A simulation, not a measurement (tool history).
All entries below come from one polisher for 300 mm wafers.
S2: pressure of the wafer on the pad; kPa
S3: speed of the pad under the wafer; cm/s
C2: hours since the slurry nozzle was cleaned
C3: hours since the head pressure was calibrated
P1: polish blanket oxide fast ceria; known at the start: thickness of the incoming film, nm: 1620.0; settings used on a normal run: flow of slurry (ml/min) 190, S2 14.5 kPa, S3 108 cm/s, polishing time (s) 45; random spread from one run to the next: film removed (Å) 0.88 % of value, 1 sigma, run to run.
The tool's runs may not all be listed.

Run 1, hour 15.2: flow of slurry (ml/min) 190, S2 14.5 kPa, S3 108 cm/s, polishing time (s) 45; wafers polished on this pad 334; C2 75.4; C3 591.6. Result: film removed (Å) 4670.2.
Run 2, hour 23.5: flow of slurry (ml/min) 275, S2 14.5 kPa, S3 138 cm/s, polishing time (s) 45; wafers polished on this pad 401; C2 83.7; C3 599.9. Result: film removed (Å) 6168.8.
Run 3, hour 32.8: flow of slurry (ml/min) 190, S2 14.5 kPa, S3 108 cm/s, polishing time (s) 23; wafers polished on this pad 476; C2 93; C3 609.2. Result: film removed (Å) 2409.8.
Run 4, hour 44.9: flow of slurry (ml/min) 190, S2 14.5 kPa, S3 108 cm/s, polishing time (s) 45; wafers polished on this pad 574; C2 105.1; C3 621.3. Result: film removed (Å) 4637.7.
At hour 55.1: slurry nozzle cleaned.
Run 5, hour 60.7: flow of slurry (ml/min) 190, S2 21.4 kPa, S3 108 cm/s, polishing time (s) 45; wafers polished on this pad 702; C2 5.6; C3 637.1. Result: film removed (Å) 6970.7.
Run 6, hour 79.3: flow of slurry (ml/min) 190, S2 14.5 kPa, S3 108 cm/s, polishing time (s) 59; wafers polished on this pad 853; C2 24.2; C3 655.7. Result: film removed (Å) 6083.4.
Run 7, hour 87.9: flow of slurry (ml/min) 190, S2 14.5 kPa, S3 108 cm/s, polishing time (s) 45; wafers polished on this pad 922; C2 32.8; C3 664.3. Result: film removed (Å) 4697.5.
Run 8, hour 103.1: flow of slurry (ml/min) 290, S2 14.5 kPa, S3 108 cm/s, polishing time (s) 45; wafers polished on this pad 1045; C2 48; C3 679.5. Result: film removed (Å) 4868.4.
Run 9, hour 111.4: flow of slurry (ml/min) 190, S2 14.5 kPa, S3 158 cm/s, polishing time (s) 67; wafers polished on this pad 1113; C2 56.3; C3 687.8. Result: film removed (Å) 9968.7.
Run 10, hour 123.8: flow of slurry (ml/min) 190, S2 14.5 kPa, S3 108 cm/s, polishing time (s) 45; wafers polished on this pad 1213; C2 68.7; C3 700.2. Result: film removed (Å) 4617.5.
Run 11, hour 139: flow of slurry (ml/min) 190, S2 14.5 kPa, S3 64 cm/s, polishing time (s) 45; wafers polished on this pad 1336; C2 83.9; C3 715.4. Result: film removed (Å) 2728.7.
Run 12, hour 153: flow of slurry (ml/min) 115, S2 14.5 kPa, S3 108 cm/s, polishing time (s) 45; wafers polished on this pad 1449; C2 97.9; C3 729.4. Result: film removed (Å) 4308.8.
Run 13, hour 164.5: flow of slurry (ml/min) 190, S2 14.5 kPa, S3 108 cm/s, polishing time (s) 45; wafers polished on this pad 1542; C2 109.4; C3 740.9. Result: film removed (Å) 4671.9.
Run 14, hour 175.1: flow of slurry (ml/min) 190, S2 14.5 kPa, S3 108 cm/s, polishing time (s) 45; wafers polished on this pad 1628; C2 120; C3 751.5. Result: film removed (Å) 4663.5.
Run 15, hour 185.9: flow of slurry (ml/min) 190, S2 14.5 kPa, S3 140 cm/s, polishing time (s) 45; wafers polished on this pad 1716; C2 130.8; C3 762.3. Result: film removed (Å) 5957.6.
Run 16, hour 202.9: flow of slurry (ml/min) 190, S2 7.6 kPa, S3 108 cm/s, polishing time (s) 45; wafers polished on this pad 1853; C2 147.8; C3 779.3. Result: film removed (Å) 2440.
Run 17, hour 212.6: flow of slurry (ml/min) 190, S2 14.5 kPa, S3 108 cm/s, polishing time (s) 45; wafers polished on this pad 1932; C2 157.5; C3 789. Result: film removed (Å) 4672.6.
Run 18, hour 221.9: flow of slurry (ml/min) 190, S2 14.5 kPa, S3 108 cm/s, polishing time (s) 45; wafers polished on this pad 2007; C2 166.8; C3 798.3. Result: film removed (Å) 4550.2.
Run 19, hour 239: flow of slurry (ml/min) 190, S2 14.5 kPa, S3 108 cm/s, polishing time (s) 45; wafers polished on this pad 2145; C2 183.9; C3 815.4. Result: film removed (Å) 4500.
Run 20, hour 249.4: flow of slurry (ml/min) 190, S2 14.5 kPa, S3 108 cm/s, polishing time (s) 45; wafers polished on this pad 2230; C2 194.3; C3 825.8. Result: film removed (Å) 4430.5.
Run 21, hour 261.1: flow of slurry (ml/min) 190, S2 14.5 kPa, S3 108 cm/s, polishing time (s) 45; wafers polished on this pad 2324; C2 206; C3 837.5. Result: film removed (Å) 4357.5.
At hour 270.6: head pressure recalibrated.
Run 22, hour 271.8: flow of slurry (ml/min) 190, S2 14.5 kPa, S3 108 cm/s, polishing time (s) 45; wafers polished on this pad 2411; C2 216.7; C3 1.3. Result: film removed (Å) 4368.8.
Run 23, hour 289: flow of slurry (ml/min) 190, S2 14.5 kPa, S3 108 cm/s, polishing time (s) 45; wafers polished on this pad 2550; C2 233.9; C3 18.5. Result: film removed (Å) 4378.3.
Run 24, hour 302: flow of slurry (ml/min) 190, S2 14.5 kPa, S3 108 cm/s, polishing time (s) 45; wafers polished on this pad 2655; C2 246.9; C3 31.5. Result: film removed (Å) 4388.5.

Compared with where it was, what P1 gives has crept away. Each cause listed below fits the log as well as the rest, at the size given for it:
A: removal rate lost through wear of the pad, % = 6.05
B: slurry flow missing at the pad, % = 31.4
Onset of the creep was near hour 212.6.
Why every other cause is out:
head's pressure below its setpoint, %: serviced at hour 270.6, after the drift had started, without restoring the earlier output

You are offered 4 check runs, listed below with question marks in place of their results; each one averages 3 wafers. Which run separates the listed causes by giving clearly different results for each?
Run check 1, hour 315: flow of slurry (ml/min) 190, S2 20 kPa, S3 108 cm/s, polishing time (s) 45. Result: film removed (Å) ?.
Run check 2, hour 315: flow of slurry (ml/min) 190, S2 11.7 kPa, S3 70 cm/s, polishing time (s) 45. Result: film removed (Å) ?.
Run check 3, hour 315: flow of slurry (ml/min) 115, S2 11 kPa, S3 108 cm/s, polishing time (s) 45. Result: film removed (Å) ?.
Run check 4, hour 315: flow of slurry (ml/min) 190, S2 11 kPa, S3 108 cm/s, polishing time (s) 45. Result: film removed (Å) ?.

What each check would give under each cause:
  check            result    if A    if B
check 1  film removed (Å)  6062.5  6062.5
check 2  film removed (Å)  2303.4  2303.5
check 3  film removed (Å)  3061.9  2954.3
check 4  film removed (Å)  3344.8  3344.8
Separation of the two closest causes in each check, using whichever result separates them best: check 1 0 %; check 2 0 %; check 3 3.58 %; check 4 0 %
Only in check 3 would the causes give clearly different results; in the remaining checks their results would be nearly the same.

Check 3 has now been run. It gave: film removed (Å) 3082. Which of the candidate causes is it?

A is the cause: removal rate lost through wear of the pad, %.
